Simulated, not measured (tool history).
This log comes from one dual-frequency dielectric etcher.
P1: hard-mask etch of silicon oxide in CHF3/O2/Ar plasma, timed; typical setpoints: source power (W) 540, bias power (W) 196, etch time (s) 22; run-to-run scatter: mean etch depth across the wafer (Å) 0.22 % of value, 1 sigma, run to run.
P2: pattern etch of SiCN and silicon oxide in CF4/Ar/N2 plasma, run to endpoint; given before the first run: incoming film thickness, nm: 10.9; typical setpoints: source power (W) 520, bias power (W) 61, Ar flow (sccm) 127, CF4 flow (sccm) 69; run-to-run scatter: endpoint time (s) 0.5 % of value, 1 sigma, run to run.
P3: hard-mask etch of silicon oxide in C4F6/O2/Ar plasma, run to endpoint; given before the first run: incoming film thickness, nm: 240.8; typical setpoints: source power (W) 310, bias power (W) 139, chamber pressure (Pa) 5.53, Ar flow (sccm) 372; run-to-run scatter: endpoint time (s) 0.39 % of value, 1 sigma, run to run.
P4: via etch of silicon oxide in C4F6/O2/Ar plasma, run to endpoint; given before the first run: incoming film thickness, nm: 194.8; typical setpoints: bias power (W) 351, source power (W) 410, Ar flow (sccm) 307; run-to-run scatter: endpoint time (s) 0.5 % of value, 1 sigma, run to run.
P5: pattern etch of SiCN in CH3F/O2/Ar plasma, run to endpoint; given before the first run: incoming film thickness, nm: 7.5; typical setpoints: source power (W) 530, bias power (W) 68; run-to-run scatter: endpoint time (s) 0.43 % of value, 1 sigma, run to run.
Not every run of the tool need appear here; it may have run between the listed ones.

| run | hour | process that ran | source power (W) | bias power (W) | etch time (s) | chamber pressure (Pa) | Ar flow (sccm) | CF4 flow (sccm) | hours since the last wet clean | hours since the last source power generator calibration | hours since the last bias power generator calibration | mean etch depth across the wafer (Å) | endpoint time (s) |
|---|---|---|---|---|---|---|---|---|---|---|---|---|---|
| 1 | 9.7 | P1 | 540 | 196 | 22 |  |  |  | 296 | 3427.6 | 304.8 | 440.46 |  |
| 2 | 19.5 | P1 | 540 | 260 | 27.5 |  |  |  | 305.8 | 3437.4 | 314.6 | 607.28 |  |
| 3 | 24.1 | P3 | 310 | 107 |  | 5.53 | 372 |  | 310.4 | 3442 | 319.2 |  | 105.4 |
| 4 | 30.9 | P1 | 540 | 196 | 22 |  |  |  | 317.2 | 3448.8 | 326 | 439.98 |  |
| 5 | 38.9 | P4 | 410 | 351 |  |  | 307 |  | 325.2 | 3456.8 | 334 |  | 50.45 |
| 6 | 46.4 | P1 | 540 | 196 | 22 |  |  |  | 332.7 | 3464.3 | 341.5 | 440.03 |  |
| 7 | 55.9 | P1 | 760 | 196 | 22 |  |  |  | 342.2 | 3473.8 | 351 | 501.46 |  |
| 8 | 62.1 | P3 | 430 | 139 |  | 5.53 | 372 |  | 348.4 | 3480 | 357.2 |  | 85.687 |
| 9 | 71.6 | P4 | 410 | 351 |  |  | 187 |  | 357.9 | 3489.5 | 366.7 |  | 47.181 |
| 10 | 77.6 | P2 | 520 | 61 |  |  | 75 | 69 | 363.9 | 3495.5 | 372.7 |  | 11.268 |
| 11 | 86.6 | P1 | 540 | 255 | 22 |  |  |  | 372.9 | 3504.5 | 381.7 | 485.29 |  |
| 12 | 91.5 | P4 | 410 | 421 |  |  | 307 |  | 377.8 | 3509.4 | 386.6 |  | 46.726 |
| 13 | 97.4 | P4 | 520 | 351 |  |  | 307 |  | 383.7 | 3515.3 | 392.5 |  | 45.62 |
| 14 | 104.9 | P1 | 540 | 196 | 22 |  |  |  | 391.2 | 3522.8 | 400 | 438.42 |  |
| 15 | 115 | P1 | 390 | 196 | 22 |  |  |  | 401.3 | 3532.9 | 410.1 | 389.65 |  |
| 16 | 123.7 | P3 | 310 | 139 |  | 5.53 | 372 |  | 410 | 3541.6 | 418.8 |  | 98.136 |
| 17 | 133.4 | P2 | 520 | 73 |  |  | 127 | 69 | 419.7 | 3551.3 | 428.5 |  | 11.472 |
| 18 | 140.8 | P5 | 680 | 68 |  |  |  |  | 427.1 | 3558.7 | 435.9 |  | 16.175 |
| 19 | 146.8 | P1 | 540 | 196 | 22 |  |  |  | 433.1 | 3564.7 | 441.9 | 440.23 |  |
| 20 | 151.3 | P2 | 320 | 61 |  |  | 127 | 69 | 437.6 | 3569.2 | 446.4 |  | 18.722 |
| 21 | 156.3 | P1 | 540 | 133 | 22 |  |  |  | 442.6 | 3574.2 | 451.4 | 385.63 |  |
| 22 | 166.3 | P1 | 540 | 164 | 12.5 |  |  |  | 452.6 | 3584.2 | 461.4 | 235.6 |  |
| 23 | 173.5 | P3 | 310 | 139 |  | 5.53 | 263 |  | 459.8 | 3591.4 | 468.6 |  | 93.57 |
| 24 | 179.9 | P1 | 540 | 196 | 22 |  |  |  | 466.2 | 3597.8 | 475 | 438.19 |  |
| 25 | 186.8 | P3 | 310 | 139 |  | 7.8 | 372 |  | 473.1 | 3604.7 | 481.9 |  | 101.51 |
| 26 | 192.6 | P2 | 520 | 61 |  |  | 127 | 69 | 478.9 | 3610.5 | 487.7 |  | 12.18 |
| 27 | 202.1 | P1 | 540 | 196 | 22 |  |  |  | 488.4 | 3620 | 497.2 | 440 |  |
|  | 211.9 | bias power generator calibrated |
| 28 | 212.1 | P5 | 530 | 68 |  |  |  |  | 498.4 | 3630 | 0.2 |  | 17.749 |
| 29 | 220 | P2 | 520 | 61 |  |  | 127 | 97 | 506.3 | 3637.9 | 8.1 |  | 11.51 |
| 30 | 224.6 | P1 | 540 | 196 | 12.5 |  |  |  | 510.9 | 3642.5 | 12.7 | 250.04 |  |
| 31 | 231.5 | P1 | 540 | 196 | 29.5 |  |  |  | 517.8 | 3649.4 | 19.6 | 590.5 |  |
| 32 | 240.4 | P1 | 540 | 229 | 17 |  |  |  | 526.7 | 3658.3 | 28.5 | 359.68 |  |
| 33 | 248 | P5 | 530 | 68 |  |  |  |  | 534.3 | 3665.9 | 36.1 |  | 17.781 |
| 34 | 257.6 | P5 | 530 | 43 |  |  |  |  | 543.9 | 3675.5 | 45.7 |  | 20.813 |
| 35 | 267.3 | P1 | 540 | 196 | 22 |  |  |  | 553.6 | 3685.2 | 55.4 | 440.1 |  |
| 36 | 275.2 | P1 | 540 | 196 | 22 |  |  |  | 561.5 | 3693.1 | 63.3 | 437.64 |  |
| 37 | 282.9 | P1 | 540 | 196 | 22 |  |  |  | 569.2 | 3700.8 | 71 | 437.67 |  |
| 38 | 292.4 | P1 | 540 | 196 | 22 |  |  |  | 578.7 | 3710.3 | 80.5 | 435.75 |  |
| 39 | 297.2 | P1 | 540 | 196 | 22 |  |  |  | 583.5 | 3715.1 | 85.3 | 434.95 |  |
| 40 | 303.3 | P1 | 540 | 196 | 22 |  |  |  | 589.6 | 3721.2 | 91.4 | 434.98 |  |
| 41 | 308.9 | P1 | 540 | 196 | 22 |  |  |  | 595.2 | 3726.8 | 97 | 432.96 |  |
| 42 | 315.2 | P1 | 540 | 196 | 22 |  |  |  | 601.5 | 3733.1 | 103.3 | 435.09 |  |
|  | 320.1 | wet clean of the chamber |
| 43 | 324.4 | P1 | 540 | 196 | 22 |  |  |  | 4.3 | 3742.3 | 112.5 | 432.71 |  |
| 44 | 331.1 | P1 | 540 | 196 | 22 |  |  |  | 11 | 3749 | 119.2 | 433.89 |  |
| 45 | 340.9 | P1 | 540 | 196 | 22 |  |  |  | 20.8 | 3758.8 | 129 | 433.88 |  |
| 46 | 348.9 | P1 | 540 | 196 | 22 |  |  |  | 28.8 | 3766.8 | 137 | 433.8 |  |

P1 has crept away from where it was. The log is fitted equally well by each of these 2 causes, at the sizes shown:
A: bias power that arrives under what is set, % = 4.65
B: source power that arrives under what is set, % = 4.21
The onset of the drift is placed at about hour 267.3.
The rest of the possible causes, and what rules out each one:
chamber walls in a state that lowers the etch rate, %: was serviced at hour 320.1, once the creep was under way, yet the earlier output never came back

The 4 check runs listed below each average the results of 3 wafers, and their outcomes are marked with question marks. Under which run would the listed causes produce clearly different results?
| check 1 | 356.9 | P3 | 430 | 139 |  | 7.07 | 372 |  |  |  |  |  | ? |
| check 2 | 356.9 | P4 | 410 | 351 |  |  | 189 |  |  |  |  |  | ? |
| check 3 | 356.9 | P2 | 520 | 61 |  |  | 95 | 69 |  |  |  |  | ? |
| check 4 | 356.9 | P5 | 530 | 45 |  |  |  |  |  |  |  |  | ? |

Predicted outcomes, by check and by cause:
| check | result | if A | if B |
|---|---|---|---|
| check 1 | endpoint time (s) | 89.43 | 89.702 |
| check 2 | endpoint time (s) | 48.136 | 48.106 |
| check 3 | endpoint time (s) | 11.797 | 12.073 |
| check 4 | endpoint time (s) | 20.739 | 20.789 |
Per check, the gap between the least separated pair of causes, taken in the result that splits them most: check 1 0.3 %; check 2 0.06 %; check 3 2.31 %; check 4 0.24 %
Check 3 is the one run that separates the causes; every other check would come out nearly the same whichever cause is at work.

After running check 3, the following was obtained: endpoint time (s) 12.112. Which cause does this point to?

Of the candidate causes, it is B: source power that arrives under what is set, %.
